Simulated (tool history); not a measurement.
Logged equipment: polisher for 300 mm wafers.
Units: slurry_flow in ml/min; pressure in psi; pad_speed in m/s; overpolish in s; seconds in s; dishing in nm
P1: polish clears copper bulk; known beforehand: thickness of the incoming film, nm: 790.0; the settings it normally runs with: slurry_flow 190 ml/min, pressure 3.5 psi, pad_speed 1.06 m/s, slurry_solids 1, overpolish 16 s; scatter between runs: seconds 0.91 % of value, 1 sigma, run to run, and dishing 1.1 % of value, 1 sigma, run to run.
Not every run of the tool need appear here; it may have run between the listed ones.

run 1 day=0.517 | slurry_flow=190 pressure=3.5 pad_speed=1.06 slurry_solids=1 overpolish=16 | seconds=56.436 dishing=84.276
run 2 day=1.071 | slurry_flow=190 pressure=5.3 pad_speed=1.06 slurry_solids=1 overpolish=16 | seconds=37.615 dishing=103.9
run 3 day=1.579 | slurry_flow=190 pressure=3.5 pad_speed=0.74 slurry_solids=1 overpolish=16 | seconds=81.921 dishing=71.789
run 4 day=2.179 | slurry_flow=190 pressure=3.5 pad_speed=1.06 slurry_solids=0.5 overpolish=16 | seconds=65.385 dishing=79.292
run 5 day=2.558 | slurry_flow=190 pressure=3.5 pad_speed=1.06 slurry_solids=1 overpolish=16 | seconds=56.74 dishing=82.617
run 6 day=3.071 | slurry_flow=115 pressure=3.5 pad_speed=1.06 slurry_solids=1 overpolish=16 | seconds=61.509 dishing=82.732
run 7 day=3.471 | slurry_flow=255 pressure=3.5 pad_speed=1.06 slurry_solids=1 overpolish=16 | seconds=53.896 dishing=85.857
run 8 day=3.954 | slurry_flow=190 pressure=3.5 pad_speed=1.68 slurry_solids=1 overpolish=16 | seconds=35.572 dishing=95.785
run 9 day=4.475 | slurry_flow=190 pressure=3.5 pad_speed=0.8 slurry_solids=1 overpolish=7 | seconds=76.049 dishing=44.466
run 10 day=4.925 | slurry_flow=190 pressure=3.5 pad_speed=1.06 slurry_solids=1.25 overpolish=16 | seconds=53.755 dishing=84.717
run 11 day=5.542 | slurry_flow=190 pressure=3.5 pad_speed=1.06 slurry_solids=1 overpolish=16 | seconds=56.627 dishing=83.789
run 12 day=5.962 | slurry_flow=190 pressure=3.5 pad_speed=1.06 slurry_solids=1 overpolish=16 | seconds=57.482 dishing=85.263
run 13 day=6.371 | slurry_flow=190 pressure=3.5 pad_speed=1.06 slurry_solids=1 overpolish=27 | seconds=56.376 dishing=97.281
run 14 day=6.671 | slurry_flow=190 pressure=1.8 pad_speed=1.06 slurry_solids=1 overpolish=16 | seconds=109.57 dishing=53.126
run 15 day=7.033 | slurry_flow=190 pressure=1.7 pad_speed=1.38 slurry_solids=1 overpolish=16 | seconds=89.407 dishing=59.066
run 16 day=7.329 | slurry_flow=190 pressure=3.5 pad_speed=1.06 slurry_solids=1 overpolish=5 | seconds=56.088 dishing=42.08
run 17 day=7.646 | slurry_flow=190 pressure=3.5 pad_speed=1.06 slurry_solids=1 overpolish=16 | seconds=56.656 dishing=85.537
run 18 day=8.175 | slurry_flow=190 pressure=3.5 pad_speed=1.06 slurry_solids=1 overpolish=16 | seconds=57.964 dishing=82.299
run 19 day=8.638 | slurry_flow=190 pressure=3.5 pad_speed=1.06 slurry_solids=1 overpolish=16 | seconds=59.366 dishing=82.938
run 20 day=9.096 | slurry_flow=190 pressure=3.5 pad_speed=1.06 slurry_solids=1 overpolish=16 | seconds=59.799 dishing=81.494
run 21 day=9.592 | slurry_flow=190 pressure=3.5 pad_speed=1.06 slurry_solids=1 overpolish=16 | seconds=60.541 dishing=81.452

What will run 22 give?
run 22 day=9.946 | slurry_flow=190 pressure=3.5 pad_speed=1.06 slurry_solids=1 overpolish=16 | seconds=? dishing=?

{"run 22": {"seconds": 61.379, "dishing": 81.07}}
